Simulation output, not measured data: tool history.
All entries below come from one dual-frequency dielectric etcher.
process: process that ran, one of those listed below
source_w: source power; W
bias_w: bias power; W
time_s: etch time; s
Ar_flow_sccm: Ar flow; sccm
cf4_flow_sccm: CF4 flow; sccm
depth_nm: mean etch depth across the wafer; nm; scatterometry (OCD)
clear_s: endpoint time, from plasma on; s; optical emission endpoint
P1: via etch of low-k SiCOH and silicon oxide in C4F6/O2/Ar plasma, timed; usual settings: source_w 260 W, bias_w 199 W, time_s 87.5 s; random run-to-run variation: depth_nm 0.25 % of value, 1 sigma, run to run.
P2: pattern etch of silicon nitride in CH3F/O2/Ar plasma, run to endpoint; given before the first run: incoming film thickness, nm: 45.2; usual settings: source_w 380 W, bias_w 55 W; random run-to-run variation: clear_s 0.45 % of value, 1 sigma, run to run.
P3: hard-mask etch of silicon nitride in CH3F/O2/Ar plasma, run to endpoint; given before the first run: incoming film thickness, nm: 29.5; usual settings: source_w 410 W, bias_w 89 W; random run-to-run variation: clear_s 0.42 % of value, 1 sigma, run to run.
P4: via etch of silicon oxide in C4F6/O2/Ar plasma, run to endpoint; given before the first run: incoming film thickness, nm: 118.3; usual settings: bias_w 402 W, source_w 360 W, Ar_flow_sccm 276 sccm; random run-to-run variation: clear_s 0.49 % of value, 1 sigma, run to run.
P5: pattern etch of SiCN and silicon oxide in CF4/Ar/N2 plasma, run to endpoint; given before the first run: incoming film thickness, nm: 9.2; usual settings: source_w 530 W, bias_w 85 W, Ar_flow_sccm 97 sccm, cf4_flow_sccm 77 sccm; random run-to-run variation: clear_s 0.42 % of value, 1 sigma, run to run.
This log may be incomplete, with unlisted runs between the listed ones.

run  hour  process  source_w  bias_w  time_s  Ar_flow_sccm  cf4_flow_sccm  depth_nm  clear_s
  1   3.5       P1       260     199    87.5                                 216.70
  2   7.8       P4       360     402                   185                           27.9810
  3  10.3       P1       260     244    87.5                                 232.44
  4  14.2       P4       250     402                   276                           33.4470
  5  16.6       P3       410      58                                                 45.1470
  6  19.3       P1       320     258    87.5                                 256.56
  7  23.1       P1       360     199    87.5                                 246.04
  8  27.5       P2       280      55                                                 79.2260
  9  30.6       P4       360     543                   276                           26.3850
 10  34.5       P1       260     199    87.5                                 215.26
 11  37.4       P3       410      89                                                 39.4200
 12  41.1       P1       260     199    87.5                                 216.93
 13  45.6       P5       740      85                    97             77             6.3787
 14  47.9       P5       530      85                   128             77             8.8838
 15  50.8       P3       410      89                                                 39.3050
 16  54.0       P1       260     199    87.5                                 216.52
 17  58.0       P5       530      85                    97             99             8.2612
 18  61.4       P1       260     199    87.5                                 216.57
 19  64.7       P5       530      64                    97             77             9.3959
 20  67.9       P3       580      89                                                 34.7350
 21  72.8       P4       360     402                   276                           29.2090
 22  77.3       P1       260     199    87.5                                 216.50
 23  81.3       P2       380      55                                                 70.0830
 24  84.0       P5       530      85                    97             77             8.4764
 25  86.1       P1       260     199    53.0                                 130.65
 26  91.0       P1       200     199    87.5                                 195.61
 27  94.0       P2       380      71                                                 64.4950
 28  98.9       P1       260     144    87.5                                 194.79

Forecast run 29:
 29  102.7       P1       260     199   119.0                                      ?

Run 29 gave depth_nm 293.81 nm.
